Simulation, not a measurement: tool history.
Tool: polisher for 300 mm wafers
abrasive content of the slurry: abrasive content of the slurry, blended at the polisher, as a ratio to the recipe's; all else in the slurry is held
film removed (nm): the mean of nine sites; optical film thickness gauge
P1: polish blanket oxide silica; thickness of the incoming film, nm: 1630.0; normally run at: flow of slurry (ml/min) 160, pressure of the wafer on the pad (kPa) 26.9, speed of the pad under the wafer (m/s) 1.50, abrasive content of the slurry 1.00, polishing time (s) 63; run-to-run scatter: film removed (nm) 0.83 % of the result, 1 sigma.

run,hour,flow of slurry (ml/min),pressure of the wafer on the pad (kPa),speed of the pad under the wafer (m/s),abrasive content of the slurry,polishing time (s),wafers polished on this pad,hours since the slurry nozzle was cleaned,hours since the head pressure was calibrated,hours since the slurry blender was calibrated,hours since the conditioning disc was replaced,film removed (nm)
1,10.1,160,26.9,1.50,1.00,63,567,261.0,125.9,92.7,82.0,211.450
2,21.8,160,42.7,1.50,1.00,63,717,272.7,137.6,104.4,93.7,337.970
3,39.3,95,26.9,1.50,1.00,63,942,290.2,155.1,121.9,111.2,189.720
4,49.1,160,26.9,1.50,1.00,96,1067,300.0,164.9,131.7,121.0,323.470
5,64.8,160,26.9,0.82,0.60,63,1269,315.7,180.6,147.4,136.7,100.190
6,81.3,160,26.9,1.50,0.50,63,1481,332.2,197.1,163.9,153.2,145.030
7,94.4,160,17.2,1.50,1.00,63,1649,345.3,210.2,177.0,166.3,137.450
8,110.2,160,26.9,1.50,1.00,63,1852,361.1,226.0,192.8,182.1,214.940
9,120.7,160,26.9,1.94,1.00,63,1987,371.6,236.5,203.3,192.6,261.930
10,130.8,160,26.9,1.50,1.00,63,2117,381.7,246.6,213.4,202.7,214.350
11,140.1,160,26.9,1.50,1.00,28,2236,391.0,255.9,222.7,212.0,96.145
12,156.6,245,26.9,1.50,1.00,63,2448,407.5,272.4,239.2,228.5,225.280
13,166.4,160,26.9,0.68,1.00,63,2574,417.3,282.2,249.0,238.3,113.390
14,179.6,160,26.9,1.50,1.35,63,2744,430.5,295.4,262.2,251.5,245.140
15,191.7,160,26.9,1.50,1.00,63,2899,442.6,307.5,274.3,263.6,211.050
16,209.4,160,26.9,1.50,1.00,63,3127,460.3,325.2,292.0,281.3,216.160

The next listed run, before its measurement:
17,226.4,160,26.9,1.50,1.00,63,3345,477.3,342.2,309.0,298.3,?

{"run 17": {"film removed (nm)": 205.2}}

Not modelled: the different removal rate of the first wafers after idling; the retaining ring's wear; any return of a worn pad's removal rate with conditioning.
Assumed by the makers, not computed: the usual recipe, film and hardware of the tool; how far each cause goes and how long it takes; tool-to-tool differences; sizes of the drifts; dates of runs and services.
